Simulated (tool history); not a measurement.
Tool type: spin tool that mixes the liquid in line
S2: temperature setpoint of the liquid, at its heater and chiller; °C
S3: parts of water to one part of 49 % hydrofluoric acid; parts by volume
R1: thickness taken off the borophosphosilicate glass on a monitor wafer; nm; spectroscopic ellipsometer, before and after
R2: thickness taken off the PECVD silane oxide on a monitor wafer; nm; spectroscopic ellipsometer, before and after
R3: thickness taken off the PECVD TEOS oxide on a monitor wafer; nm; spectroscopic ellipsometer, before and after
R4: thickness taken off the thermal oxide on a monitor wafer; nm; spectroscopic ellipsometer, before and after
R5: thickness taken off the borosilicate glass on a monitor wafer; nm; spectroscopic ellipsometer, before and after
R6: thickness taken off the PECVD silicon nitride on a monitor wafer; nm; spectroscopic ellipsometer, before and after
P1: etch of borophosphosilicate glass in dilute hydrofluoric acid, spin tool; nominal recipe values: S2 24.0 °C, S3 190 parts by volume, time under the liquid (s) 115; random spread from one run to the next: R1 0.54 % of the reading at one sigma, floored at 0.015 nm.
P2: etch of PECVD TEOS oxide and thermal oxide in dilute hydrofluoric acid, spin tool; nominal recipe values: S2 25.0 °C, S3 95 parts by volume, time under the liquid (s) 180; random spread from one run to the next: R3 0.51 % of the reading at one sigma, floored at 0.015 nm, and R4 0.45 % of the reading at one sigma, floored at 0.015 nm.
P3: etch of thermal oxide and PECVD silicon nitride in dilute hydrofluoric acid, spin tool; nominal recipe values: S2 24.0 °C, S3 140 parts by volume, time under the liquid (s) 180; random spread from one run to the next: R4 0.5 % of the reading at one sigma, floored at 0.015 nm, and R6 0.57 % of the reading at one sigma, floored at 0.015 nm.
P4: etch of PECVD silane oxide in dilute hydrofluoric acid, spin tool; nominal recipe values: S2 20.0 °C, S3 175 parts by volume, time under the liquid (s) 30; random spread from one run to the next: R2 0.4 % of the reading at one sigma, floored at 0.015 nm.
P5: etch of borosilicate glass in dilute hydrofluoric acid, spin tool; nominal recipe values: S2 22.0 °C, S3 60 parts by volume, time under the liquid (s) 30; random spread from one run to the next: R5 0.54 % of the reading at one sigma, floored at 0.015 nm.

run 1 hour=12.1 | process_that_ran=P1 S2=24.0 S3=190 time_under_the_liquid_(s)=115 | R1=38.207
run 2 hour=19.7 | process_that_ran=P1 S2=18.5 S3=190 time_under_the_liquid_(s)=115 | R1=31.025
run 3 hour=29.5 | process_that_ran=P1 S2=24.0 S3=190 time_under_the_liquid_(s)=55 | R1=18.364
run 4 hour=43.0 | process_that_ran=P1 S2=24.0 S3=190 time_under_the_liquid_(s)=115 | R1=38.273
run 5 hour=50.1 | process_that_ran=P4 S2=20.0 S3=265 time_under_the_liquid_(s)=30 | R2=4.0742
run 6 hour=63.4 | process_that_ran=P1 S2=24.0 S3=190 time_under_the_liquid_(s)=115 | R1=38.069
run 7 hour=72.6 | process_that_ran=P4 S2=17.0 S3=175 time_under_the_liquid_(s)=30 | R2=5.9497
run 8 hour=81.7 | process_that_ran=P2 S2=25.0 S3=25 time_under_the_liquid_(s)=180 | R3=71.9570 R4=39.7560
run 9 hour=93.4 | process_that_ran=P5 S2=22.0 S3=60 time_under_the_liquid_(s)=30 | R5=8.5102
run 10 hour=105.3 | process_that_ran=P1 S2=24.0 S3=190 time_under_the_liquid_(s)=115 | R1=38.397
run 11 hour=118.1 | process_that_ran=P3 S2=24.0 S3=140 time_under_the_liquid_(s)=180 | R4=5.8945 R6=7.3844
run 12 hour=128.9 | process_that_ran=P3 S2=24.0 S3=75 time_under_the_liquid_(s)=180 | R4=11.9050 R6=13.5360
run 13 hour=142.3 | process_that_ran=P2 S2=25.0 S3=95 time_under_the_liquid_(s)=180 | R3=17.1770 R4=9.4574
run 14 hour=153.1 | process_that_ran=P1 S2=24.0 S3=190 time_under_the_liquid_(s)=115 | R1=38.085
run 15 hour=163.8 | process_that_ran=P5 S2=22.0 S3=20 time_under_the_liquid_(s)=30 | R5=26.5640
run 16 hour=171.3 | process_that_ran=P1 S2=24.0 S3=190 time_under_the_liquid_(s)=180 | R1=59.919
run 17 hour=182.0 | process_that_ran=P1 S2=24.0 S3=335 time_under_the_liquid_(s)=185 | R1=30.328
run 18 hour=196.3 | process_that_ran=P2 S2=32.0 S3=95 time_under_the_liquid_(s)=180 | R3=22.2730 R4=12.2750
run 19 hour=203.0 | process_that_ran=P5 S2=22.0 S3=60 time_under_the_liquid_(s)=60 | R5=16.9580
run 20 hour=217.4 | process_that_ran=P3 S2=31.0 S3=140 time_under_the_liquid_(s)=180 | R4=7.5975 R6=11.3460
run 21 hour=230.6 | process_that_ran=P2 S2=25.0 S3=95 time_under_the_liquid_(s)=180 | R3=17.0970 R4=9.5153
run 22 hour=244.7 | process_that_ran=P5 S2=17.0 S3=60 time_under_the_liquid_(s)=30 | R5=6.8656
run 23 hour=256.9 | process_that_ran=P1 S2=24.0 S3=105 time_under_the_liquid_(s)=115 | R1=76.391
run 24 hour=265.6 | process_that_ran=P1 S2=29.5 S3=190 time_under_the_liquid_(s)=115 | R1=46.730
run 25 hour=280.2 | process_that_ran=P2 S2=25.0 S3=95 time_under_the_liquid_(s)=85 | R3=8.1373 R4=4.5091
run 26 hour=289.3 | process_that_ran=P3 S2=24.0 S3=140 time_under_the_liquid_(s)=90 | R4=2.9272 R6=3.6932
run 27 hour=296.2 | process_that_ran=P4 S2=20.0 S3=175 time_under_the_liquid_(s)=30 | R2=6.7431
run 28 hour=302.6 | process_that_ran=P1 S2=24.0 S3=320 time_under_the_liquid_(s)=115 | R1=19.988
run 29 hour=314.5 | process_that_ran=P4 S2=20.0 S3=175 time_under_the_liquid_(s)=50 | R2=11.2590
run 30 hour=326.2 | process_that_ran=P1 S2=24.0 S3=190 time_under_the_liquid_(s)=115 | R1=38.184
run 31 hour=335.5 | process_that_ran=P1 S2=24.0 S3=190 time_under_the_liquid_(s)=115 | R1=37.480
run 32 hour=344.6 | process_that_ran=P1 S2=24.0 S3=190 time_under_the_liquid_(s)=115 | R1=36.816
run 33 hour=354.3 | process_that_ran=P1 S2=24.0 S3=190 time_under_the_liquid_(s)=115 | R1=36.783
run 34 hour=368.1 | process_that_ran=P1 S2=24.0 S3=190 time_under_the_liquid_(s)=115 | R1=36.681
run 35 hour=379.9 | process_that_ran=P1 S2=24.0 S3=190 time_under_the_liquid_(s)=115 | R1=36.828
run 36 hour=392.1 | process_that_ran=P1 S2=24.0 S3=190 time_under_the_liquid_(s)=115 | R1=36.247
run 37 hour=401.1 | process_that_ran=P1 S2=24.0 S3=190 time_under_the_liquid_(s)=115 | R1=36.035
run 38 hour=411.8 | process_that_ran=P1 S2=24.0 S3=190 time_under_the_liquid_(s)=115 | R1=36.465
run 39 hour=419.1 | process_that_ran=P1 S2=24.0 S3=190 time_under_the_liquid_(s)=115 | R1=36.246

The output of P1 has drifted from where it used to be. Each of the 2 causes below, taken at the size shown beside it, accounts for the log equally well:
A: hydrofluoric acid flow below the setpoint (%) = 4.38
B: liquid colder than its thermometer reads (K) = 1.45
Creep in the process output first set in at about hour 326.2.

4 check runs are offered, one wafer each, their results left as question marks. Which one tells the causes apart?
run check 1 hour=426.4 | process_that_ran=P5 S2=22.0 S3=60 time_under_the_liquid_(s)=30 | R5=?
run check 2 hour=426.4 | process_that_ran=P4 S2=20.0 S3=175 time_under_the_liquid_(s)=30 | R2=?
run check 3 hour=426.4 | process_that_ran=P3 S2=24.0 S3=140 time_under_the_liquid_(s)=180 | R4=? R6=?
run check 4 hour=426.4 | process_that_ran=P2 S2=25.0 S3=95 time_under_the_liquid_(s)=180 | R3=? R4=?

How each check would come out, cause by cause:
check=check_1 result=R5 if_A=8.0258 if_B=7.9277
check=check_2 result=R2 if_A=6.3963 if_B=6.3683
check=check_3 result=R4 if_A=5.5688 if_B=5.5463
check=check_3 result=R6 if_A=7.0162 if_B=6.6724
check=check_4 result=R3 if_A=16.3010 if_B=16.1830
check=check_4 result=R4 if_A=8.9974 if_B=8.9324
Per-check spread between the two closest causes, in the result where they differ most: check 1 1.23 %; check 2 0.44 %; check 3 5.02 %; check 4 0.72 %
Check 3 is the one run that separates the causes; every other check would come out nearly the same whichever cause is at work.

The results of check 3 are: R4 5.6288 nm; R6 7.0855 nm. Based on these, which of the listed causes is it?

A is the cause: hydrofluoric acid flow below the setpoint (%).

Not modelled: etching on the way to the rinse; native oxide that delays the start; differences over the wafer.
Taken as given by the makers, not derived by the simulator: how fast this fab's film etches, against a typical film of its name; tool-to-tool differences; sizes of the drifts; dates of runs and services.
